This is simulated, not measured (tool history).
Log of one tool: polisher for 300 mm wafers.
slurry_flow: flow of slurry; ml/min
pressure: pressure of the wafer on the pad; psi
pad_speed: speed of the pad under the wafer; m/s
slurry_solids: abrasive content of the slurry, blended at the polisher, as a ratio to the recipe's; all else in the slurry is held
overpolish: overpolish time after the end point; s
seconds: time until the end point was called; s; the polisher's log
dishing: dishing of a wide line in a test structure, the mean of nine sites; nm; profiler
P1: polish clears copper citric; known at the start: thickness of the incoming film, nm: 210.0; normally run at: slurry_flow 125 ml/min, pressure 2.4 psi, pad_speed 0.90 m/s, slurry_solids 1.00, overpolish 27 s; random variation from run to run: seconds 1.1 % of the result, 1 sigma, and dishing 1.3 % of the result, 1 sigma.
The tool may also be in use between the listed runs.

run,hour,slurry_flow,pressure,pad_speed,slurry_solids,overpolish,seconds,dishing
1,3.6,125,2.4,0.90,1.00,27,116.300,32.859
2,7.5,125,2.4,1.14,1.00,27,90.244,40.040
3,11.6,125,2.4,0.90,1.00,27,118.160,32.772
4,17.0,125,1.9,0.90,1.20,27,137.050,28.103
5,23.2,85,2.4,0.90,1.00,27,128.550,30.498
6,27.2,125,2.4,0.90,1.00,49,116.460,53.134
7,31.0,125,2.4,0.90,1.00,12,114.340,16.330
8,34.6,125,2.4,0.90,1.00,27,113.770,32.063
9,40.3,125,2.4,0.40,1.00,27,249.930,16.586
10,44.4,125,2.4,0.90,1.40,27,105.840,35.828
11,49.4,75,2.4,0.90,1.00,38,132.760,39.731
12,52.8,125,1.5,0.90,1.40,27,170.230,23.991
13,56.2,125,2.4,0.90,0.75,27,123.010,31.025
# hour 58.2: slurry blender recalibrated
14,63.3,125,1.1,0.90,1.00,27,239.580,16.693
15,68.3,125,2.4,0.90,1.00,27,116.420,33.397
16,72.2,125,3.4,0.90,1.00,27,83.123,44.814
17,76.4,125,2.4,0.90,1.00,27,117.830,32.483
18,82.6,195,2.4,0.90,1.00,27,109.800,35.187
19,88.5,125,2.4,0.90,1.00,27,113.950,32.227
20,95.6,125,2.4,0.90,1.00,27,118.000,33.806
21,99.7,125,2.4,0.90,1.00,27,114.970,32.799
22,104.5,125,2.4,0.90,1.00,27,121.260,31.330
23,108.5,125,2.4,0.90,1.00,27,124.580,30.557
24,112.5,125,2.4,0.90,1.00,27,127.640,30.368
# hour 116.0: slurry blender recalibrated
25,119.7,125,2.4,0.90,1.00,27,129.260,30.467
26,124.1,125,2.4,0.90,1.00,27,129.300,30.306
# hour 126.0: head pressure recalibrated
27,128.7,125,2.4,0.90,1.00,27,129.880,29.955
28,135.1,125,2.4,0.90,1.00,27,132.560,30.708

What P1 gives has crept away from where it was. These 2 causes fit the log equally well, each at the size given:
A: slurry flow missing at the pad, % = 36.3
B: removal rate lost through wear of the pad, % = 10.7
The creep began at about hour 99.7.
Why every other cause is out:
head's pressure below its setpoint, %: serviced at hour 126.0, which brought nothing back
abrasive missing from the slurry, %: serviced at hour 116.0, which brought nothing back

4 check runs are offered, each on 5 wafers whose results are averaged, their results left as question marks. Which one tells the causes apart?
check 1,141.5,125,1.9,0.90,1.00,27,?,?
check 2,141.5,90,2.4,0.90,1.00,27,?,?
check 3,141.5,125,2.4,0.48,1.35,27,?,?
check 4,141.5,125,1.3,0.46,1.00,27,?,?

What each check would give under each cause:
check,result,if A,if B
check 1,seconds,162.300,162.330
check 1,dishing,24.4120,24.4070
check 2,seconds,145.320,140.110
check 2,dishing,27.1110,27.9890
check 3,seconds,221.200,221.250
check 3,dishing,18.6340,18.6300
check 4,seconds,430.880,430.970
check 4,dishing,9.8832,9.8811
How far apart the two closest causes lie, in the result that separates them most: check 1 0.02 %; check 2 3.65 %; check 3 0.02 %; check 4 0.02 %
Check 2 tells the causes apart: in the others they would give nearly the same result.

Then check 2 was run and gave: seconds 140.870 s; dishing 28.1620 nm. Which cause is it?

It is B: removal rate lost through wear of the pad, %.

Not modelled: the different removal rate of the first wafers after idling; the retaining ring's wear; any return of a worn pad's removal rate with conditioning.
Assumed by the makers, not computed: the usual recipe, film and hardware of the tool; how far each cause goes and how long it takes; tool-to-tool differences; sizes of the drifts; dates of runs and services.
